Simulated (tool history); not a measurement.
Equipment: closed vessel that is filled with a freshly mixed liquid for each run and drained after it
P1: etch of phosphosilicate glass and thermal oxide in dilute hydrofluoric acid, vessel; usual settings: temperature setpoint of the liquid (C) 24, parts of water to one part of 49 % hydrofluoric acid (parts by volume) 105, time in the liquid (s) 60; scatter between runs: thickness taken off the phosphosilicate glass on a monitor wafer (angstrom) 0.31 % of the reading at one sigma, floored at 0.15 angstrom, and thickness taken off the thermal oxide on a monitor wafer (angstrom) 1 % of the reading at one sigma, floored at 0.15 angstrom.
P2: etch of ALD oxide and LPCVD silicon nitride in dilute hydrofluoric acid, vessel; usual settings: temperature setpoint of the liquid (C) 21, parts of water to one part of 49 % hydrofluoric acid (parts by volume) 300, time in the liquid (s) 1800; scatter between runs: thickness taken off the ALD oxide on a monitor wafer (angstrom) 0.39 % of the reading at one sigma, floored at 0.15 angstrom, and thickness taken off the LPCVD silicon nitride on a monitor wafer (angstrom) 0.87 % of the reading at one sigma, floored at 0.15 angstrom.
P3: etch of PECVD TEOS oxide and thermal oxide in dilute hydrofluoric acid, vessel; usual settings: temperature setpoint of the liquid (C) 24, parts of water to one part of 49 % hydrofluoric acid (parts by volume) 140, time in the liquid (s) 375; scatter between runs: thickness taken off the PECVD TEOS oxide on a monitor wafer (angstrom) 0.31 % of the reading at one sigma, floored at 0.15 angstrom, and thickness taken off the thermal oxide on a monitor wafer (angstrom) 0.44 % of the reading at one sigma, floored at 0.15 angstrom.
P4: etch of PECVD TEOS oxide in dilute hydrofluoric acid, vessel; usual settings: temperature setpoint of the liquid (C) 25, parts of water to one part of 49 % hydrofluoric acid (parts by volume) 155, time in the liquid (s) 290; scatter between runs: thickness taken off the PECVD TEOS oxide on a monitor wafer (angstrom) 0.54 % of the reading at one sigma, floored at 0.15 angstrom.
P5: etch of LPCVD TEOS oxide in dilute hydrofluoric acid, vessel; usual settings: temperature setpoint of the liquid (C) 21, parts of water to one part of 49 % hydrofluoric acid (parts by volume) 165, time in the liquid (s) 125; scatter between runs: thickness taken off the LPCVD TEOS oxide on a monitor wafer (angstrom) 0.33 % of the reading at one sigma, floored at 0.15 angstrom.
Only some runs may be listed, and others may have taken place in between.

run,hour,process that ran,temperature setpoint of the liquid (C),parts of water to one part of 49 % hydrofluoric acid (parts by volume),time in the liquid (s),thickness taken off the phosphosilicate glass on a monitor wafer (angstrom),thickness taken off the thermal oxide on a monitor wafer (angstrom),thickness taken off the PECVD TEOS oxide on a monitor wafer (angstrom),thickness taken off the LPCVD TEOS oxide on a monitor wafer (angstrom),thickness taken off the ALD oxide on a monitor wafer (angstrom),thickness taken off the LPCVD silicon nitride on a monitor wafer (angstrom)
1,8.9,P1,24,105,60,1084.1,26.993,,,,
2,16.8,P1,24,105,60,1078.7,27.265,,,,
3,24,P3,30.5,140,375,,156.2,320.26,,,
4,33.3,P1,24,105,30,539.48,13.724,,,,
5,42.1,P4,25,155,145,,,112.54,,,
6,52.7,P3,24,140,375,,123.64,250.76,,,
7,64.6,P1,24,140,30,388.77,9.5606,,,,
8,75.4,P5,21,280,125,,,,98.263,,
9,86.4,P2,21,300,3455,,,,,945.09,46.132
10,93.6,P1,32,105,60,1466,36.941,,,,
11,104.4,P1,17,105,110,1486.6,37.515,,,,
12,116.7,P1,17.5,105,60,826.83,20.621,,,,
13,123.5,P1,24,105,60,1077.3,27.264,,,,
14,130.8,P4,25,155,290,,,224.75,,,
15,136.9,P3,24,140,375,,122.2,251.85,,,
# hour 140: thermometer replaced
16,146.7,P5,26.5,165,125,,,,229.15,,
17,156.8,P2,21,300,1800,,,,,493.08,24.02
18,162.3,P1,24,105,60,1081.6,27.432,,,,
19,173.5,P1,24,50,60,2436.8,61.103,,,,
20,179.5,P5,21,165,125,,,,186.13,,
21,186.1,P1,24,105,100,1799.2,45.135,,,,
22,193.2,P5,21,165,125,,,,186.39,,
23,202.2,P2,25.5,300,1800,,,,,577.45,31.991
24,207.7,P2,21,515,1800,,,,,240.82,14.224
25,217.9,P4,25,20,290,,,2074.9,,,
26,225.8,P3,24,140,190,,62.347,128.29,,,
27,238,P3,24,80,375,,231.56,471.4,,,
28,246.8,P1,24,105,60,1082.1,27.431,,,,
29,258.5,P4,17,155,290,,,164.47,,,
30,265.7,P1,24,105,60,1084.7,27.59,,,,
31,272.4,P1,24,145,60,746.34,18.813,,,,
32,281.1,P1,24,105,60,1081.6,26.831,,,,
33,291.6,P5,21,165,190,,,,282.88,,
34,298,P1,24,105,60,1081.3,26.616,,,,
35,305.2,P1,24,105,60,1054.8,26.209,,,,
36,317.2,P1,24,105,60,1039.7,26.253,,,,
37,322.9,P1,24,105,60,1032.3,25.748,,,,
38,329.9,P1,24,105,60,1032.8,25.212,,,,
39,339.5,P1,24,105,60,1025.4,25.89,,,,
40,350.6,P1,24,105,60,1022.8,25.513,,,,
41,359.5,P1,24,105,60,1022.5,25.543,,,,

P1 has crept away from where it was. The log is fitted equally well by each of these 2 causes, at the sizes shown:
A: hydrofluoric acid flow below the setpoint (%) = 4.91
B: liquid colder than its thermometer reads (K) = 1.44
Onset of the creep was near hour 298.

4 check runs are offered, each on 5 wafers whose results are averaged, their results left as question marks. Which one tells the causes apart?
check 1,368.4,P4,25,155,290,,,?,,,
check 2,368.4,P5,21,165,125,,,,?,,
check 3,368.4,P2,21,300,1800,,,,,?,?
check 4,368.4,P3,24,140,375,,?,?,,,

If the cause were each of the candidates in turn, the checks would give the following:
check,result,if A,if B
check 1,thickness taken off the PECVD TEOS oxide on a monitor wafer (angstrom),211.82,212.85
check 2,thickness taken off the LPCVD TEOS oxide on a monitor wafer (angstrom),175.61,176.07
check 3,thickness taken off the ALD oxide on a monitor wafer (angstrom),463,468.58
check 3,thickness taken off the LPCVD silicon nitride on a monitor wafer (angstrom),22.893,21.946
check 4,thickness taken off the thermal oxide on a monitor wafer (angstrom),116.07,116.4
check 4,thickness taken off the PECVD TEOS oxide on a monitor wafer (angstrom),236.84,237.52
Separation of the two closest causes in each check, using whichever result separates them best: check 1 0.49 %; check 2 0.26 %; check 3 4.23 %; check 4 0.29 %
Of the check runs offered, only check 3 discriminates between the causes; the rest would read about the same regardless of which cause applies.

Here is what check 3 returned: thickness taken off the ALD oxide on a monitor wafer (angstrom) 463.01; thickness taken off the LPCVD silicon nitride on a monitor wafer (angstrom) 22.691. Which cause is it?

It is A: hydrofluoric acid flow below the setpoint (%).
